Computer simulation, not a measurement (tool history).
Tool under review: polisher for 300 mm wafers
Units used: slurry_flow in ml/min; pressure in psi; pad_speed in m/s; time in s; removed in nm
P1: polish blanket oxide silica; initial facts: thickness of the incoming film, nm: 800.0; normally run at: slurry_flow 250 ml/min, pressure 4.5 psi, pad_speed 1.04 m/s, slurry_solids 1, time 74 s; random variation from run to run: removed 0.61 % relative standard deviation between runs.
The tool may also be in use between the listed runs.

run	hour	slurry_flow	pressure	pad_speed	slurry_solids	time	removed
1	3.1	250	4.5	1.04	1	74	272.42
2	9.4	250	4.5	1.04	1	115	425.41
3	15.3	250	4.5	1.3	0.6	74	254.86
4	18.4	250	2	1.04	1	74	123.66
5	24.6	250	4.5	1.04	1.5	74	325.35
6	27.7	250	4.5	1.04	1	74	275.1
7	34.6	250	4.5	1.04	0.5	74	188.3
8	38.6	250	4.5	1.04	1	74	275.22
9	44.1	250	4.5	1.04	1	74	274.98
10	47.2	150	4.5	1.04	1	74	252.44
11	50.5	250	4.5	0.54	1	44	97.283
12	53.9	250	6.3	1.04	1	74	382.59
13	59.6	250	4.5	1.04	1	74	273.72
14	65.8	250	4.5	1.32	1	74	335.91
15	68.8	150	2.2	1.04	1	74	124.78
16	72.9	250	4.5	0.6	1	74	176.43
17	78.1	250	4.5	1.04	1	74	276.69
18	83.5	395	4.5	1.04	1	74	286.9
19	89.1	250	4.5	1.04	1	33	122.91
20	94.8	250	4.5	1.04	1	74	275.4
21	97.8	250	4.5	1.04	1	74	268.99
22	104.3	250	4.5	1.04	1	74	256.75
23	108.5	250	4.5	1.04	1	74	250.38
24	113.7	250	4.5	1.04	1	74	244.42
# hour 116.8: conditioning disc replaced and pad reconditioned
25	117.5	250	4.5	1.04	1	74	241.54
# hour 119.3: slurry nozzle cleaned
26	120.5	250	4.5	1.04	1	74	243.53
# hour 124.3: head pressure recalibrated
27	125.2	250	4.5	1.04	1	74	243.79
28	130.2	250	4.5	1.04	1	74	239.96

Estimate the outcome of run 29 from the log above:
29	134.2	250	4.5	1.04	1	74	?

For run 29 the tool returned removed 239.51 nm.
